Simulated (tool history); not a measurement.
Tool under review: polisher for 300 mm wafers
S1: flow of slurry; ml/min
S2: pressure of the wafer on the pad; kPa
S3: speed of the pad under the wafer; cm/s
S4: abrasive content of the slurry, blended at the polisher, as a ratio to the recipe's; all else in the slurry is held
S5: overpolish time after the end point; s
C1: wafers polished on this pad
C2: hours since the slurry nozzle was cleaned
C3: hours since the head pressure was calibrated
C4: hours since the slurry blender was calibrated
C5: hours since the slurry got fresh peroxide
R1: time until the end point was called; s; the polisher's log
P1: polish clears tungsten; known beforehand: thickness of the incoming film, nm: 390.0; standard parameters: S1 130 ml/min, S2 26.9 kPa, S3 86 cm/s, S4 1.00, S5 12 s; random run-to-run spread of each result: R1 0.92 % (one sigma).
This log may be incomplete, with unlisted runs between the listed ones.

| run | hour | S1 | S2 | S3 | S4 | S5 | C1 | C2 | C3 | C4 | C5 | R1 |
|---|---|---|---|---|---|---|---|---|---|---|---|---|
| 1 | 5.2 | 130 | 26.9 | 86 | 1.00 | 12 | 398 | 211.0 | 230.6 | 46.1 | 22.4 | 106.420 |
| 2 | 11.1 | 130 | 26.9 | 86 | 1.00 | 18 | 464 | 216.9 | 236.5 | 52.0 | 28.3 | 104.380 |
| 3 | 21.5 | 130 | 26.9 | 86 | 1.00 | 12 | 581 | 227.3 | 246.9 | 62.4 | 38.7 | 105.930 |
| 4 | 29.9 | 130 | 26.9 | 86 | 1.00 | 12 | 675 | 235.7 | 255.3 | 70.8 | 47.1 | 105.720 |
|  | 30.8 | slurry blender recalibrated |
| 5 | 35.8 | 200 | 26.9 | 86 | 1.00 | 12 | 741 | 241.6 | 261.2 | 5.0 | 53.0 | 97.397 |
| 6 | 45.8 | 130 | 42.7 | 86 | 1.00 | 12 | 853 | 251.6 | 271.2 | 15.0 | 63.0 | 66.784 |
|  | 51.4 | slurry tank refilled with fresh slurry and peroxide |
| 7 | 53.1 | 130 | 26.9 | 86 | 1.00 | 12 | 935 | 258.9 | 278.5 | 22.3 | 1.8 | 105.070 |
| 8 | 59.2 | 130 | 26.9 | 86 | 1.00 | 4 | 1004 | 265.0 | 284.6 | 28.4 | 7.9 | 107.390 |
| 9 | 67.2 | 130 | 26.9 | 86 | 1.00 | 12 | 1094 | 273.0 | 292.6 | 36.4 | 15.9 | 104.840 |
| 10 | 75.9 | 130 | 26.9 | 86 | 1.00 | 12 | 1191 | 281.7 | 301.3 | 45.1 | 24.6 | 103.590 |
| 11 | 85.7 | 170 | 26.9 | 128 | 1.00 | 12 | 1301 | 291.5 | 311.1 | 54.9 | 34.4 | 68.383 |
| 12 | 90.8 | 130 | 12.4 | 86 | 1.00 | 12 | 1359 | 296.6 | 316.2 | 60.0 | 39.5 | 230.510 |
| 13 | 97.7 | 130 | 26.9 | 112 | 1.00 | 12 | 1436 | 303.5 | 323.1 | 66.9 | 46.4 | 79.957 |
| 14 | 102.3 | 130 | 26.9 | 58 | 1.00 | 12 | 1488 | 308.1 | 327.7 | 71.5 | 51.0 | 157.350 |
| 15 | 107.7 | 80 | 26.9 | 86 | 1.00 | 12 | 1548 | 313.5 | 333.1 | 76.9 | 56.4 | 118.970 |
| 16 | 113.1 | 130 | 26.9 | 86 | 0.75 | 12 | 1609 | 318.9 | 338.5 | 82.3 | 61.8 | 111.400 |
| 17 | 122.9 | 130 | 26.9 | 86 | 1.40 | 12 | 1719 | 328.7 | 348.3 | 92.1 | 71.6 | 97.937 |
| 18 | 130.5 | 130 | 26.9 | 86 | 1.00 | 12 | 1804 | 336.3 | 355.9 | 99.7 | 79.2 | 104.580 |
| 19 | 140.3 | 130 | 26.9 | 86 | 1.00 | 12 | 1914 | 346.1 | 365.7 | 109.5 | 89.0 | 108.690 |
| 20 | 146.4 | 130 | 26.9 | 86 | 1.00 | 12 | 1983 | 352.2 | 371.8 | 115.6 | 95.1 | 111.270 |
|  | 153.8 | slurry tank refilled with fresh slurry and peroxide |
| 21 | 154.8 | 130 | 26.9 | 86 | 1.00 | 12 | 2077 | 360.6 | 380.2 | 124.0 | 1.1 | 113.390 |
|  | 155.5 | slurry blender recalibrated |
| 22 | 164.5 | 130 | 26.9 | 86 | 1.00 | 12 | 2186 | 370.3 | 389.9 | 9.1 | 10.8 | 114.750 |
|  | 168.5 | head pressure recalibrated |
| 23 | 175.0 | 130 | 26.9 | 86 | 1.00 | 12 | 2304 | 380.8 | 6.6 | 19.6 | 21.3 | 115.800 |
| 24 | 181.7 | 130 | 26.9 | 86 | 1.00 | 12 | 2379 | 387.5 | 13.3 | 26.3 | 28.0 | 116.390 |
| 25 | 190.4 | 130 | 26.9 | 86 | 1.00 | 12 | 2477 | 396.2 | 22.0 | 35.0 | 36.7 | 114.480 |

Something has made what P1 gives creep away from where it was; the 2 causes below, each at its own stated size, fit the log equally well:
A: slurry flow missing at the pad, % = 32.8
B: removal rate lost through wear of the pad, % = 9.06
At approximately hour 130.5, the process output began to creep.
Ruled out, with reasons:
head's pressure below its setpoint, %: maintenance at hour 168.5, after the shift began, did not return the process to its former output
abrasive missing from the slurry, %: maintenance at hour 155.5, after the shift began, did not return the process to its former output
peroxide lost from the slurry, %: maintenance at hour 153.8, after the shift began, did not return the process to its former output

You are offered 4 check runs, listed below with question marks in place of their results; each one averages 5 wafers. Which run separates the listed causes by giving clearly different results for each?
| check 1 | 199.1 | 130 | 32.4 | 86 | 1.00 | 4 |  |  |  |  |  | ? |
| check 2 | 199.1 | 90 | 26.9 | 86 | 1.00 | 8 |  |  |  |  |  | ? |
| check 3 | 199.1 | 130 | 16.5 | 86 | 0.85 | 12 |  |  |  |  |  | ? |
| check 4 | 199.1 | 130 | 41.4 | 86 | 1.00 | 12 |  |  |  |  |  | ? |

Expected result of each check under each candidate cause:
| check | result | if A | if B |
|---|---|---|---|
| check 1 | R1 | 96.322 | 96.335 |
| check 2 | R1 | 130.420 | 126.590 |
| check 3 | R1 | 195.960 | 195.990 |
| check 4 | R1 | 75.452 | 75.463 |
Per check, the gap between the least separated pair of causes, taken in the result that splits them most: check 1 0.01 %; check 2 2.98 %; check 3 0.01 %; check 4 0.01 %
The other checks would show nearly matching results whichever cause is true, so check 2 is the only one that separates the causes.

Here is what check 2 returned: R1 130.710 s. Which cause is it?

A is the cause: slurry flow missing at the pad, %.

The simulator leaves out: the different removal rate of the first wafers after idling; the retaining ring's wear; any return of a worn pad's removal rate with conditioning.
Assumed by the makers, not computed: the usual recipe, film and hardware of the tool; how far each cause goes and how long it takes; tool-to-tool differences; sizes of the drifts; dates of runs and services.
